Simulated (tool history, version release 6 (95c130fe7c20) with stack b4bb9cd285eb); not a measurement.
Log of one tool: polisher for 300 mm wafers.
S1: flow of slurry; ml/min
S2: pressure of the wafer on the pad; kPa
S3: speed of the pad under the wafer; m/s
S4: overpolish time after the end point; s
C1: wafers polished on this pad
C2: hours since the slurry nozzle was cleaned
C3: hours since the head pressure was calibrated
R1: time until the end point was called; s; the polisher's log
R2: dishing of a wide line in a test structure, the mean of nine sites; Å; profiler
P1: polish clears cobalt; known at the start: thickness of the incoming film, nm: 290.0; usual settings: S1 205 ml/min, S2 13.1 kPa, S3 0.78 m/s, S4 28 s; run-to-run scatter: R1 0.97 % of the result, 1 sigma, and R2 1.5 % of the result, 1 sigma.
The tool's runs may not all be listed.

run    day   S1    S2    S3  S4    C1     C2     C3      R1      R2
  1   0.15  205  13.1  0.78  28   944    475  359.1  86.026   619.2
  2    0.3  205  13.1  0.78  45   979  478.6  362.7  85.254  781.15
  3  0.417  205  13.1  0.78   8  1006  481.4  365.5  85.113  240.17
  4  0.592  205  13.1  0.78  28  1047  485.6  369.7  87.842  612.29
  5  0.733  205  13.1  0.78  28  1080    489  373.1  87.374  611.55
  6  0.867  125  13.1  0.78  46  1112  492.2  376.3  91.412  761.73
  7  0.983  205  13.1  1.12  28  1139    495  379.1  59.948  758.26
  8  1.217  265  13.1  0.78  28  1193  500.6  384.7  82.529  623.64
  9  1.404  205  13.1  0.48  28  1237  505.1  389.2   139.8  439.02
 10  1.504  205  13.1  0.78  28  1261  507.5  391.6  83.505  619.38
 11   1.65  205   6.2  0.78  28  1295    511  395.1  177.97  366.04
 12  1.762  205    20  0.78  28  1321  513.7  397.8  56.833  760.91
 13  1.983  205  13.1  0.78  28  1373    519  403.1  86.491  612.32
 14  2.192  260  13.1  0.78  54  1421    524  408.1  83.514  850.77
 15  2.333  125  13.1  0.78  28  1454  527.4  411.5  93.472  586.26
 16  2.442  205  20.7  0.78  53  1480    530  414.1  53.929  950.63
 17  2.571  205  13.1  0.78  28  1510  533.1  417.2  84.847  613.21
 18  2.775  205  13.1  0.78  28  1558    538  422.1  87.772  593.34
 19  3.004  205  13.1  0.78  28  1611  543.5  427.6  87.899   601.7
 20  3.179  205  13.1  0.78  28  1652  547.7  431.8  90.061  617.36
 21  3.317  205  13.1  0.78  28  1684    551  435.1  88.427  613.29
 22  3.471  205  13.1  0.78  28  1720  554.7  438.8  90.212  601.99
 23    3.6  205  13.1  0.78  28  1750  557.8  441.9   89.31  595.76
 24  3.733  205  13.1  0.78  28  1782    561  445.1  89.256   599.5
     3.812  -- head pressure recalibrated
 25  3.875  205  13.1  0.78  28  1815  564.4    1.6  91.474  590.43
 26  4.067  205  13.1  0.78  28  1859    569    6.2  91.042  604.07
 27  4.171  205  13.1  0.78  28  1884  571.5    8.7  92.447   592.5
 28  4.333  205  13.1  0.78  28  1922  575.4   12.6  90.787  584.06

What P1 gives has crept away from where it was. These 2 causes fit the log equally well, each at the size given:
A: removal rate lost through wear of the pad, % = 6.2
B: slurry flow missing at the pad, % = 33.7
The creep began at about day 2.571.
Why every other cause is out:
head's pressure below its setpoint, %: serviced at day 3.812, which brought nothing back

4 check runs are offered, each on 5 wafers whose results are averaged, their results left as question marks. Which one tells the causes apart?
check 1  4.496  205  13.1  0.78  44               ?   ?
check 2  4.496  125  13.1  0.78  41               ?   ?
check 3  4.496  205  17.2  0.78  17               ?   ?
check 4  4.496  205  13.1  1.12  28               ?   ?

What each check would give under each cause:
  check  result    if A    if B
check 1      R1  91.452  91.456
check 1      R2  755.47  755.45
check 2      R1  99.103  102.77
check 2      R2  701.58  688.31
check 3      R1  69.504  69.506
check 3      R2  508.96  508.94
check 4      R1   63.69  63.692
check 4      R2  721.24  721.22
How far apart the two closest causes lie, in the result that separates them most: check 1 0 %; check 2 3.63 %; check 3 0 %; check 4 0 %
Only check 2 tells the causes apart: in the others they would give nearly the same result.

Then check 2 was run and gave: R1 103.01 s; R2 684.49 Å. Which cause is it?

It is B: slurry flow missing at the pad, %.
